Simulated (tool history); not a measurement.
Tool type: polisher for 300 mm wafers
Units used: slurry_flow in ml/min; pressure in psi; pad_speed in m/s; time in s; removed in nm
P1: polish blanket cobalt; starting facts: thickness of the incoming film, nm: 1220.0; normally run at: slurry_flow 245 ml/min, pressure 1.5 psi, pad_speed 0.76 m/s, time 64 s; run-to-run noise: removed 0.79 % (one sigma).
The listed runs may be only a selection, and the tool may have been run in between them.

run	hour	slurry_flow	pressure	pad_speed	time	removed
1	3.7	245	1.5	0.76	64	227.26
2	6.2	245	1.5	0.76	64	224.27
3	9.7	245	1.1	0.76	64	163.69
4	12.0	245	1.5	0.76	64	226.44
5	16.4	155	1.5	0.58	64	162.66
6	19.7	245	1.5	0.76	97	345.49
7	22.3	245	1.5	0.76	29	102.67
8	25.1	245	1.5	0.76	64	226.66
9	28.2	245	2.3	0.76	64	342.48
10	30.5	245	1.5	0.54	64	160.45
11	34.3	145	1.5	0.76	64	211.11
12	36.5	245	1.5	1.00	64	296.40
13	40.8	245	2.3	0.76	42	227.10
14	45.3	325	1.5	0.76	64	229.50
15	49.5	245	1.5	0.76	64	223.77

What does the tool deliver on the next run?
16	51.7	245	1.5	0.76	64	?

{"run 16": {"removed": 220.45}}
